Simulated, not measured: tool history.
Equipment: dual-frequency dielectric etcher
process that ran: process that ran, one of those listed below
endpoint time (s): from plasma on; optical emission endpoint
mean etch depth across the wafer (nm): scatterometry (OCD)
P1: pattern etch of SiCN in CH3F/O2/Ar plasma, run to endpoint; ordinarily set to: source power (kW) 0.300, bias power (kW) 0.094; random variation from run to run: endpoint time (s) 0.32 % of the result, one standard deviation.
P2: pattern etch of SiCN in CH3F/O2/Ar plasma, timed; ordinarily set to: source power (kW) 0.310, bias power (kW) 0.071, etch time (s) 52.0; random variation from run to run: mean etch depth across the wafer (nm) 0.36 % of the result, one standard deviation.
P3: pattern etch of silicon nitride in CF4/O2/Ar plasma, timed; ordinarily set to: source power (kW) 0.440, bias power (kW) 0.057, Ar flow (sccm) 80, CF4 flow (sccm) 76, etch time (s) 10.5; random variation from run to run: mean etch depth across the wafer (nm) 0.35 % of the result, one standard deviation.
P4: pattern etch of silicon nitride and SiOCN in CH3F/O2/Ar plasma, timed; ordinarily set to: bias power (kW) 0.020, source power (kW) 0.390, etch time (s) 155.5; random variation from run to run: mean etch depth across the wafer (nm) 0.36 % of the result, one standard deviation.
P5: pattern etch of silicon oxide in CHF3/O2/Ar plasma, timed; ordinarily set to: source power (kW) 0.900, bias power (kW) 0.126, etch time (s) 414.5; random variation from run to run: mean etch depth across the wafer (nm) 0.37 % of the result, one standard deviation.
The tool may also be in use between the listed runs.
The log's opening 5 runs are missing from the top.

| run | hour | process that ran | source power (kW) | bias power (kW) | Ar flow (sccm) | CF4 flow (sccm) | etch time (s) | endpoint time (s) | mean etch depth across the wafer (nm) |
|---|---|---|---|---|---|---|---|---|---|
| 6 | 52.4 | P1 | 0.300 | 0.121 |  |  |  | 32.633 |  |
| 7 | 62.9 | P1 | 0.180 | 0.075 |  |  |  | 47.006 |  |
| 8 | 68.9 | P2 | 0.310 | 0.071 |  |  | 52.0 |  | 17.193 |
|  | 79.2 | wet clean of the chamber |
| 9 | 79.6 | P5 | 0.900 | 0.126 |  |  | 414.5 |  | 842.170 |
| 10 | 93.0 | P1 | 0.370 | 0.062 |  |  |  | 38.675 |  |
| 11 | 104.7 | P2 | 0.410 | 0.071 |  |  | 52.0 |  | 19.091 |
| 12 | 117.2 | P3 | 0.440 | 0.073 | 80 | 76 | 10.5 |  | 21.037 |
| 13 | 124.2 | P3 | 0.440 | 0.057 | 52 | 76 | 10.5 |  | 19.966 |
| 14 | 130.5 | P5 | 0.710 | 0.126 |  |  | 414.5 |  | 771.590 |
| 15 | 143.8 | P4 | 0.390 | 0.020 |  |  | 98.5 |  | 12.681 |
| 16 | 154.9 | P1 | 0.300 | 0.094 |  |  |  | 35.784 |  |
| 17 | 168.4 | P2 | 0.310 | 0.047 |  |  | 52.0 |  | 14.957 |
| 18 | 177.1 | P2 | 0.310 | 0.071 |  |  | 52.0 |  | 17.135 |
| 19 | 184.5 | P3 | 0.440 | 0.057 | 80 | 76 | 10.5 |  | 19.169 |
| 20 | 197.7 | P4 | 0.390 | 0.027 |  |  | 155.5 |  | 22.928 |
| 21 | 210.6 | P1 | 0.380 | 0.094 |  |  |  | 32.755 |  |
| 22 | 218.2 | P1 | 0.300 | 0.094 |  |  |  | 35.877 |  |
| 23 | 230.0 | P1 | 0.300 | 0.094 |  |  |  | 35.805 |  |
| 24 | 242.5 | P5 | 0.900 | 0.077 |  |  | 414.5 |  | 735.540 |

Predict the results of run 25:
| 25 | 252.9 | P1 | 0.380 | 0.075 |  |  |  | ? |  |

endpoint time (s): 35.514
